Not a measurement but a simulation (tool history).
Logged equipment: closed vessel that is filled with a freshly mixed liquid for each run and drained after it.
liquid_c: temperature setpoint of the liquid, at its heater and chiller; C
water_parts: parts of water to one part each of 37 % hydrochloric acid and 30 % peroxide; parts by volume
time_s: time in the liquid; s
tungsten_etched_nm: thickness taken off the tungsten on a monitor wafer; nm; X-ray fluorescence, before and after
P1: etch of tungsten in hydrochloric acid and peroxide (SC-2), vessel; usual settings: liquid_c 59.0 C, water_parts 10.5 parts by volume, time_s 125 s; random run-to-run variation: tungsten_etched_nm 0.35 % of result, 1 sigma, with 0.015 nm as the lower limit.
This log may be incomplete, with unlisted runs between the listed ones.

run	hour	liquid_c	water_parts	time_s	hours since the thermometer was replaced	hours since the chemicals flow meter was replaced	hours since the drum of peroxide was connected	tungsten_etched_nm
1	8.1	59.0	10.5	125	1308.8	402.5	280.5	48.419
2	12.2	59.0	10.5	125	1312.9	406.6	284.6	48.411
3	16.4	59.0	10.5	125	1317.1	410.8	288.8	48.672
4	22.1	59.0	4.0	125	1322.8	416.5	294.5	100.660
5	25.8	59.0	10.5	125	1326.5	420.2	298.2	48.617
6	29.7	71.5	10.5	125	1330.4	424.1	302.1	103.560
7	37.8	42.5	10.5	125	1338.5	432.2	310.2	16.213
8	42.4	59.0	10.5	125	1343.1	436.8	314.8	48.252
9	48.6	59.0	18.5	125	1349.3	443.0	321.0	29.621
10	56.0	59.0	10.5	30	1356.7	450.4	328.4	11.657
11	64.1	59.0	10.5	125	1364.8	458.5	336.5	47.946
12	69.7	59.0	10.5	125	1370.4	464.1	342.1	48.061
13	74.0	59.0	10.5	245	1374.7	468.4	346.4	94.747
14	77.7	51.5	10.5	65	1378.4	472.1	350.1	15.512
15	82.3	50.5	17.0	125	1383.0	476.7	354.7	18.325
16	87.9	59.0	10.5	125	1388.6	482.3	360.3	48.442
17	95.6	59.0	10.5	125	1396.3	490.0	368.0	50.445
18	101.0	59.0	10.5	125	1401.7	495.4	373.4	51.254
19	106.7	59.0	10.5	125	1407.4	501.1	379.1	51.715
20	112.3	59.0	10.5	125	1413.0	506.7	384.7	52.316
21	119.6	59.0	10.5	125	1420.3	514.0	392.0	52.405
22	126.3	59.0	10.5	125	1427.0	520.7	398.7	52.540
23	134.4	59.0	10.5	125	1435.1	528.8	406.8	52.635
24	140.9	59.0	10.5	125	1441.6	535.3	413.3	52.745
25	146.4	59.0	10.5	125	1447.1	540.8	418.8	52.960

Something has made what P1 gives creep away from where it was; the 2 causes below, each at its own stated size, fit the log equally well:
A: chemicals flow above the setpoint (%) = 11.2
B: liquid hotter than its thermometer reads (K) = 1.41
The process output started creeping at around hour 87.9.
Other possible causes, and why each is ruled out:
peroxide weaker than its label (%): limited to 8, which would change tungsten_etched_nm by -7.4 %, either short of the creep or opposite in sign

Which of the 4 check runs listed below separates the causes, so that each cause would produce a clearly different result? Each run uses one wafer, and its results are marked with question marks.
check 1	151.9	59.0	15.5	240				?
check 2	151.9	46.0	10.5	30				?
check 3	151.9	47.5	4.0	125				?
check 4	151.9	67.5	10.5	125				?

What each check would give under each cause:
check	result	if A	if B
check 1	tungsten_etched_nm	72.8490	72.4980
check 2	tungsten_etched_nm	5.4008	5.4416
check 3	tungsten_etched_nm	50.9470	52.2650
check 4	tungsten_etched_nm	89.1750	88.8030
How far apart the two closest causes lie, in the result that separates them most: check 1 0.48 %; check 2 0.75 %; check 3 2.55 %; check 4 0.42 %
Check 3 tells the causes apart: in the others they would give nearly the same result.

Check 3 was carried out, with these results: tungsten_etched_nm 50.7330 nm. Which of the listed causes is responsible?

The correct cause is A, namely: chemicals flow above the setpoint (%).
